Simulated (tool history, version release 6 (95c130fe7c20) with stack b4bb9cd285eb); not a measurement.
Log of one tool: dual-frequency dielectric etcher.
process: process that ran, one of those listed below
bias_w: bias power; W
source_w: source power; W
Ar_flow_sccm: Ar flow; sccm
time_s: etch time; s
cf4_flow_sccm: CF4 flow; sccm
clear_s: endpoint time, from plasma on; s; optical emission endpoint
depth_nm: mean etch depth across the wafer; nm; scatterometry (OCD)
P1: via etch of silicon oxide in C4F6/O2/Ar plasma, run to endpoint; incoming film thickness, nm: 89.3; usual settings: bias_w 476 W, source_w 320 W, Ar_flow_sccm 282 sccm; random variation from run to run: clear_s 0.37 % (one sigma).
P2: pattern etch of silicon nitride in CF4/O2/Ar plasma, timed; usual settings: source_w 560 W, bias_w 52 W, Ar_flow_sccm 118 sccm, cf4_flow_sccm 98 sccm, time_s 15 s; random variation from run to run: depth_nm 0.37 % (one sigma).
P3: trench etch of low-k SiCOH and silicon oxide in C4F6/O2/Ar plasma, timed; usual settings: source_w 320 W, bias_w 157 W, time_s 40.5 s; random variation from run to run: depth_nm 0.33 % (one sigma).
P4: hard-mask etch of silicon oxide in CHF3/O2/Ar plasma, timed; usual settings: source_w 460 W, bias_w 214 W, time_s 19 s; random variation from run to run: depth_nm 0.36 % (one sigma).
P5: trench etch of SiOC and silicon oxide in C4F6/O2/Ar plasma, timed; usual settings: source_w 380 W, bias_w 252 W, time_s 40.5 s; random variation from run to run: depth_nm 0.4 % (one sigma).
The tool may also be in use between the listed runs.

{"run": 1, "hour": 9.3, "process": "P1", "bias_w": 476, "source_w": 320, "Ar_flow_sccm": 282, "clear_s": 21.543}
{"run": 2, "hour": 16.3, "process": "P1", "bias_w": 476, "source_w": 430, "Ar_flow_sccm": 372, "clear_s": 19.929}
{"run": 3, "hour": 23.3, "process": "P1", "bias_w": 476, "source_w": 320, "Ar_flow_sccm": 363, "clear_s": 22.325}
{"run": 4, "hour": 30.8, "process": "P1", "bias_w": 348, "source_w": 410, "Ar_flow_sccm": 282, "clear_s": 22.127}
{"run": 5, "hour": 39.4, "process": "P4", "bias_w": 214, "source_w": 460, "time_s": 19, "depth_nm": 35.983}
{"run": 6, "hour": 48.5, "process": "P4", "bias_w": 124, "source_w": 460, "time_s": 19, "depth_nm": 30.08}
{"run": 7, "hour": 56.2, "process": "P5", "bias_w": 252, "source_w": 380, "time_s": 29, "depth_nm": 62.323}
{"run": 8, "hour": 62.4, "process": "P1", "bias_w": 476, "source_w": 420, "Ar_flow_sccm": 282, "clear_s": 19.531}
{"run": 9, "hour": 70.7, "process": "P2", "bias_w": 52, "source_w": 560, "Ar_flow_sccm": 118, "time_s": 9, "cf4_flow_sccm": 98, "depth_nm": 18.791}
{"run": 10, "hour": 78.4, "process": "P3", "bias_w": 157, "source_w": 450, "time_s": 40.5, "depth_nm": 131.77}
{"run": 11, "hour": 87.3, "process": "P2", "bias_w": 52, "source_w": 560, "Ar_flow_sccm": 118, "time_s": 15, "cf4_flow_sccm": 79, "depth_nm": 30.531}
{"run": 12, "hour": 95.4, "process": "P5", "bias_w": 252, "source_w": 380, "time_s": 40.5, "depth_nm": 87.836}
{"run": 13, "hour": 100.7, "process": "P1", "bias_w": 476, "source_w": 320, "Ar_flow_sccm": 282, "clear_s": 21.581}
{"run": 14, "hour": 108.7, "process": "P1", "bias_w": 476, "source_w": 320, "Ar_flow_sccm": 197, "clear_s": 20.738}
{"run": 15, "hour": 114.9, "process": "P5", "bias_w": 252, "source_w": 270, "time_s": 40.5, "depth_nm": 76.659}
{"run": 16, "hour": 123.8, "process": "P4", "bias_w": 214, "source_w": 460, "time_s": 12, "depth_nm": 22.607}
{"run": 17, "hour": 131.5, "process": "P3", "bias_w": 157, "source_w": 320, "time_s": 27, "depth_nm": 76.955}
{"run": 18, "hour": 140.0, "process": "P2", "bias_w": 38, "source_w": 560, "Ar_flow_sccm": 118, "time_s": 15, "cf4_flow_sccm": 98, "depth_nm": 27.833}
{"run": 19, "hour": 144.3, "process": "P1", "bias_w": 476, "source_w": 320, "Ar_flow_sccm": 282, "clear_s": 21.603}
{"run": 20, "hour": 151.2, "process": "P3", "bias_w": 157, "source_w": 320, "time_s": 40.5, "depth_nm": 115.27}
{"run": 21, "hour": 157.2, "process": "P2", "bias_w": 52, "source_w": 560, "Ar_flow_sccm": 161, "time_s": 15, "cf4_flow_sccm": 98, "depth_nm": 29.989}
{"run": 22, "hour": 165.6, "process": "P2", "bias_w": 52, "source_w": 330, "Ar_flow_sccm": 118, "time_s": 15, "cf4_flow_sccm": 98, "depth_nm": 19.702}
{"run": 23, "hour": 172.4, "process": "P3", "bias_w": 195, "source_w": 320, "time_s": 40.5, "depth_nm": 123.41}
{"run": 24, "hour": 181.3, "process": "P1", "bias_w": 658, "source_w": 320, "Ar_flow_sccm": 282, "clear_s": 19.045}
{"run": 25, "hour": 190.3, "process": "P1", "bias_w": 476, "source_w": 320, "Ar_flow_sccm": 282, "clear_s": 21.544}
{"run": 26, "hour": 195.8, "process": "P1", "bias_w": 476, "source_w": 320, "Ar_flow_sccm": 282, "clear_s": 21.493}
{"run": 27, "hour": 205.2, "process": "P1", "bias_w": 476, "source_w": 320, "Ar_flow_sccm": 282, "clear_s": 21.541}
{"run": 28, "hour": 210.0, "process": "P1", "bias_w": 639, "source_w": 440, "Ar_flow_sccm": 282, "clear_s": 17.162}
{"run": 29, "hour": 216.8, "process": "P4", "bias_w": 214, "source_w": 640, "time_s": 19, "depth_nm": 41.263}
{"run": 30, "hour": 221.5, "process": "P5", "bias_w": 309, "source_w": 380, "time_s": 40.5, "depth_nm": 93.601}
{"run": 31, "hour": 228.2, "process": "P3", "bias_w": 157, "source_w": 320, "time_s": 40.5, "depth_nm": 114.71}
{"run": 32, "hour": 235.0, "process": "P1", "bias_w": 476, "source_w": 250, "Ar_flow_sccm": 282, "clear_s": 23.637}
{"run": 33, "hour": 241.9, "process": "P2", "bias_w": 52, "source_w": 560, "Ar_flow_sccm": 118, "time_s": 15, "cf4_flow_sccm": 98, "depth_nm": 31.376}
{"run": 34, "hour": 249.6, "process": "P1", "bias_w": 385, "source_w": 320, "Ar_flow_sccm": 282, "clear_s": 23.387}
{"run": 35, "hour": 254.9, "process": "P1", "bias_w": 476, "source_w": 320, "Ar_flow_sccm": 282, "clear_s": 21.601}
{"run": 36, "hour": 262.9, "process": "P1", "bias_w": 476, "source_w": 320, "Ar_flow_sccm": 282, "clear_s": 21.643}
{"run": 37, "hour": 268.4, "process": "P1", "bias_w": 476, "source_w": 320, "Ar_flow_sccm": 282, "clear_s": 21.864}
{"run": 38, "hour": 274.4, "process": "P1", "bias_w": 476, "source_w": 320, "Ar_flow_sccm": 282, "clear_s": 21.85}
{"hour": 281.9, "done": "wet clean of the chamber"}
{"run": 39, "hour": 282.4, "process": "P1", "bias_w": 476, "source_w": 320, "Ar_flow_sccm": 282, "clear_s": 21.969}
{"run": 40, "hour": 288.1, "process": "P1", "bias_w": 476, "source_w": 320, "Ar_flow_sccm": 282, "clear_s": 21.933}
{"run": 41, "hour": 293.2, "process": "P1", "bias_w": 476, "source_w": 320, "Ar_flow_sccm": 282, "clear_s": 21.95}
{"run": 42, "hour": 301.4, "process": "P1", "bias_w": 476, "source_w": 320, "Ar_flow_sccm": 282, "clear_s": 21.826}
{"run": 43, "hour": 309.1, "process": "P1", "bias_w": 476, "source_w": 320, "Ar_flow_sccm": 282, "clear_s": 22.045}
{"run": 44, "hour": 316.5, "process": "P1", "bias_w": 476, "source_w": 320, "Ar_flow_sccm": 282, "clear_s": 21.858}

What P1 gives has crept away from where it was. These 2 causes fit the log equally well, each at the size given:
A: bias power that arrives under what is set, % = 4.82
B: source power that arrives under what is set, % = 4.9
The creep began at about hour 254.9.
Why every other cause is out:
chamber walls in a state that lowers the etch rate, %: serviced at hour 281.9, which brought nothing back
Ar flow that arrives over what is set, %: at most 8, which would move clear_s by +0.9 %: too little, or the wrong way

4 check runs are offered, each on 2 wafers whose results are averaged, their results left as question marks. Which one tells the causes apart?
{"run": "check 1", "hour": 323.9, "process": "P5", "bias_w": 301, "source_w": 380, "time_s": 40.5, "depth_nm": "?"}
{"run": "check 2", "hour": 323.9, "process": "P3", "bias_w": 157, "source_w": 370, "time_s": 31.5, "depth_nm": "?"}
{"run": "check 3", "hour": 323.9, "process": "P2", "bias_w": 52, "source_w": 380, "Ar_flow_sccm": 118, "time_s": 15, "cf4_flow_sccm": 98, "depth_nm": "?"}
{"run": "check 4", "hour": 323.9, "process": "P4", "bias_w": 136, "source_w": 460, "time_s": 19, "depth_nm": "?"}

What each check would give under each cause:
check=check_1 result=depth_nm if_A=91.597 if_B=91.44
check=check_2 result=depth_nm if_A=93.353 if_B=92.929
check=check_3 result=depth_nm if_A=21.945 if_B=21.422
check=check_4 result=depth_nm if_A=30.461 if_B=30.353
How far apart the two closest causes lie, in the result that separates them most: check 1 0.17 %; check 2 0.45 %; check 3 2.41 %; check 4 0.35 %
Check 3 tells the causes apart: in the others they would give nearly the same result.

Then check 3 was run and gave: depth_nm 21.381 nm. Which cause is it?

It is B: source power that arrives under what is set, %.
